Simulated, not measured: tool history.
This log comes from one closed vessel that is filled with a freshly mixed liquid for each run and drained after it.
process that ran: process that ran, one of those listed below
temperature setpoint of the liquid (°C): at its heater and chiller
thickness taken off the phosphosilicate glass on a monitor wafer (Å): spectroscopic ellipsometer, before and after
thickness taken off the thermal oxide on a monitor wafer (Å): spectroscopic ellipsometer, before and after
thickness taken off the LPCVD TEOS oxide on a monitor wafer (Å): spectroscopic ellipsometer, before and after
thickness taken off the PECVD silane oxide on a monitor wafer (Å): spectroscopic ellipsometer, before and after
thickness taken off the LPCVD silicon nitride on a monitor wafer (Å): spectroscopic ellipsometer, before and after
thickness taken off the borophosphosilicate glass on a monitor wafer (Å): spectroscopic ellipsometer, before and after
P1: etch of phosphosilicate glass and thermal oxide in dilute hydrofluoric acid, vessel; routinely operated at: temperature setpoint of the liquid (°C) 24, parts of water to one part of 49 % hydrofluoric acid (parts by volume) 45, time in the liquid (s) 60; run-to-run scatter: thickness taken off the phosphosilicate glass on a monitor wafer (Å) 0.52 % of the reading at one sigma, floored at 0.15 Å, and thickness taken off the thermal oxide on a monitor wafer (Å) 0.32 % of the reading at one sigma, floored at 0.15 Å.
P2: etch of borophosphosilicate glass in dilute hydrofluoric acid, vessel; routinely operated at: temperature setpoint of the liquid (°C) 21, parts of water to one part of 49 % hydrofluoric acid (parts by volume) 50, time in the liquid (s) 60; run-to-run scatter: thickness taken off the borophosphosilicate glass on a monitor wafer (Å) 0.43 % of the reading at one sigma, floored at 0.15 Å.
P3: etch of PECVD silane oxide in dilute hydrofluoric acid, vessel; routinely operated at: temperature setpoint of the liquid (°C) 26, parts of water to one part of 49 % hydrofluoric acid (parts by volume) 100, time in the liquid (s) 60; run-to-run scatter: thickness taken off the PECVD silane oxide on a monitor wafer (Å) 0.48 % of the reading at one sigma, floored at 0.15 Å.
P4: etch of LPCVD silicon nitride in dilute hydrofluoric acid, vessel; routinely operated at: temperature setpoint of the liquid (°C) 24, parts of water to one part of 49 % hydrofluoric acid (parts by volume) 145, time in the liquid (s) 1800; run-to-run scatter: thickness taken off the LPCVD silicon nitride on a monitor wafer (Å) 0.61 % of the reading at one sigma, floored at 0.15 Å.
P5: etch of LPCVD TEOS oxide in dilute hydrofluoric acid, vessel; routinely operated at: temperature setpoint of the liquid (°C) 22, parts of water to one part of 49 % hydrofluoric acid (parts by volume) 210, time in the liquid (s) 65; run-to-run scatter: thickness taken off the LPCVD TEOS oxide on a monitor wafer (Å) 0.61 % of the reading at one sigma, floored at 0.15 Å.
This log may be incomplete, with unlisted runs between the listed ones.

| run | hour | process that ran | temperature setpoint of the liquid (°C) | parts of water to one part of 49 % hydrofluoric acid (parts by volume) | time in the liquid (s) | hours since the thermometer was replaced | hours since the hydrofluoric acid flow meter was replaced | thickness taken off the phosphosilicate glass on a monitor wafer (Å) | thickness taken off the thermal oxide on a monitor wafer (Å) | thickness taken off the LPCVD TEOS oxide on a monitor wafer (Å) | thickness taken off the PECVD silane oxide on a monitor wafer (Å) | thickness taken off the LPCVD silicon nitride on a monitor wafer (Å) | thickness taken off the borophosphosilicate glass on a monitor wafer (Å) |
|---|---|---|---|---|---|---|---|---|---|---|---|---|---|
| 1 | 6.3 | P1 | 24 | 45 | 60 | 590.2 | 953.8 | 1625.5 | 67.116 |  |  |  |  |
| 2 | 10 | P5 | 22 | 210 | 65 | 593.9 | 957.5 |  |  | 48.564 |  |  |  |
| 3 | 15.5 | P3 | 26 | 100 | 30 | 599.4 | 963 |  |  |  | 89.54 |  |  |
| 4 | 22.7 | P4 | 24 | 145 | 185 | 606.6 | 970.2 |  |  |  |  | 5.6047 |  |
| 5 | 27.3 | P1 | 24 | 45 | 60 | 611.2 | 974.8 | 1604.6 | 67.688 |  |  |  |  |
| 6 | 34.2 | P4 | 31.5 | 145 | 1800 | 618.1 | 981.7 |  |  |  |  | 88.237 |  |
| 7 | 40.2 | P3 | 20 | 100 | 60 | 624.1 | 987.7 |  |  |  | 140.55 |  |  |
| 8 | 46.8 | P1 | 24 | 75 | 60 | 630.7 | 994.3 | 938.79 | 38.756 |  |  |  |  |
| 9 | 53.1 | P4 | 24 | 40 | 1800 | 637 | 1000.6 |  |  |  |  | 192.29 |  |
| 10 | 58 | P1 | 28 | 65 | 60 | 641.9 | 1005.5 | 1272.1 | 53.62 |  |  |  |  |
| 11 | 64.9 | P2 | 17 | 50 | 60 | 648.8 | 1012.4 |  |  |  |  |  | 441.61 |
| 12 | 70.6 | P1 | 24 | 45 | 60 | 654.5 | 1018.1 | 1624.2 | 67.45 |  |  |  |  |
| 13 | 77.8 | P2 | 21 | 20 | 60 | 661.7 | 1025.3 |  |  |  |  |  | 1361.3 |
| 14 | 84.6 | P1 | 24 | 45 | 90 | 668.5 | 1032.1 | 2431.6 | 101.25 |  |  |  |  |
| 15 | 87.8 | P3 | 26 | 140 | 60 | 671.7 | 1035.3 |  |  |  | 121.79 |  |  |
| 16 | 94.7 | P4 | 24 | 145 | 1800 | 678.6 | 1042.2 |  |  |  |  | 54.386 |  |
| 17 | 100.7 | P2 | 21 | 50 | 60 | 684.6 | 1048.2 |  |  |  |  |  | 527.99 |
| 18 | 105.5 | P2 | 21 | 50 | 60 | 689.4 | 1053 |  |  |  |  |  | 529.1 |
|  | 106.9 | hydrofluoric acid flow meter replaced |
| 19 | 109.9 | P1 | 24 | 45 | 30 | 693.8 | 3 | 814.86 | 33.879 |  |  |  |  |
| 20 | 114.2 | P5 | 29.5 | 210 | 65 | 698.1 | 7.3 |  |  | 64.029 |  |  |  |
| 21 | 119.6 | P2 | 21 | 50 | 105 | 703.5 | 12.7 |  |  |  |  |  | 921.15 |
| 22 | 123.8 | P5 | 22 | 55 | 65 | 707.7 | 16.9 |  |  | 221.06 |  |  |  |
| 23 | 127.2 | P1 | 28 | 45 | 60 | 711.1 | 20.3 | 1909 | 79.292 |  |  |  |  |
| 24 | 134.1 | P1 | 24 | 45 | 60 | 718 | 27.2 | 1609.8 | 68.025 |  |  |  |  |
| 25 | 140.8 | P4 | 24 | 145 | 1800 | 724.7 | 33.9 |  |  |  |  | 53.975 |  |
| 26 | 146.4 | P5 | 22 | 210 | 30 | 730.3 | 39.5 |  |  | 22.502 |  |  |  |
| 27 | 152.8 | P3 | 26 | 100 | 60 | 736.7 | 45.9 |  |  |  | 181.1 |  |  |
| 28 | 156.2 | P1 | 24 | 30 | 60 | 740.1 | 49.3 | 2480.5 | 102.78 |  |  |  |  |
| 29 | 161.7 | P1 | 24 | 45 | 60 | 745.6 | 54.8 | 1634.4 | 67.655 |  |  |  |  |
| 30 | 166.1 | P5 | 22 | 210 | 65 | 750 | 59.2 |  |  | 48.521 |  |  |  |
| 31 | 172.9 | P1 | 18 | 45 | 60 | 756.8 | 66 | 1259.4 | 52.498 |  |  |  |  |
| 32 | 179.5 | P1 | 24 | 45 | 60 | 763.4 | 72.6 | 1628.3 | 67.464 |  |  |  |  |
| 33 | 186.7 | P1 | 24 | 45 | 60 | 770.6 | 79.8 | 1563 | 65.46 |  |  |  |  |
| 34 | 193.4 | P1 | 24 | 45 | 60 | 777.3 | 86.5 | 1536.5 | 64.499 |  |  |  |  |
| 35 | 199.9 | P1 | 24 | 45 | 60 | 783.8 | 93 | 1522.4 | 63.575 |  |  |  |  |
| 36 | 204 | P1 | 24 | 45 | 60 | 787.9 | 97.1 | 1535.9 | 63.574 |  |  |  |  |
| 37 | 210.2 | P1 | 24 | 45 | 60 | 794.1 | 103.3 | 1516.7 | 63.566 |  |  |  |  |
| 38 | 215 | P1 | 24 | 45 | 60 | 798.9 | 108.1 | 1517.6 | 63.819 |  |  |  |  |
| 39 | 219.4 | P1 | 24 | 45 | 60 | 803.3 | 112.5 | 1513.9 | 63.541 |  |  |  |  |

Something has made what P1 gives creep away from where it was; the 2 causes below, each at its own stated size, fit the log equally well:
A: hydrofluoric acid flow below the setpoint (%) = 5.79
B: liquid colder than its thermometer reads (K) = 1.53
The drift started at roughly hour 179.5.

You are offered 4 check runs, listed below with question marks in place of their results; each one averages 2 wafers. Which run separates the listed causes by giving clearly different results for each?
| check 1 | 223.8 | P3 | 20 | 100 | 60 |  |  |  |  |  | ? |  |  |
| check 2 | 223.8 | P4 | 31 | 70 | 1800 |  |  |  |  |  |  | ? |  |
| check 3 | 223.8 | P5 | 22 | 65 | 65 |  |  |  |  | ? |  |  |  |
| check 4 | 223.8 | P2 | 21 | 20 | 60 |  |  |  |  |  |  |  | ? |

Predicted outcomes, by check and by cause:
| check | result | if A | if B |
|---|---|---|---|
| check 1 | thickness taken off the PECVD silane oxide on a monitor wafer (Å) | 132.08 | 132.51 |
| check 2 | thickness taken off the LPCVD silicon nitride on a monitor wafer (Å) | 165.09 | 158.98 |
| check 3 | thickness taken off the LPCVD TEOS oxide on a monitor wafer (Å) | 173.51 | 173.65 |
| check 4 | thickness taken off the borophosphosilicate glass on a monitor wafer (Å) | 1283.1 | 1276.5 |
Per-check spread between the two closest causes, in the result where they differ most: check 1 0.32 %; check 2 3.77 %; check 3 0.08 %; check 4 0.52 %
Of the check runs offered, only check 2 discriminates between the causes; the rest would read about the same regardless of which cause applies.

With check 2 done, the readings were: thickness taken off the LPCVD silicon nitride on a monitor wafer (Å) 158.32. Identify which of the listed causes applies.

B is the cause: liquid colder than its thermometer reads (K).

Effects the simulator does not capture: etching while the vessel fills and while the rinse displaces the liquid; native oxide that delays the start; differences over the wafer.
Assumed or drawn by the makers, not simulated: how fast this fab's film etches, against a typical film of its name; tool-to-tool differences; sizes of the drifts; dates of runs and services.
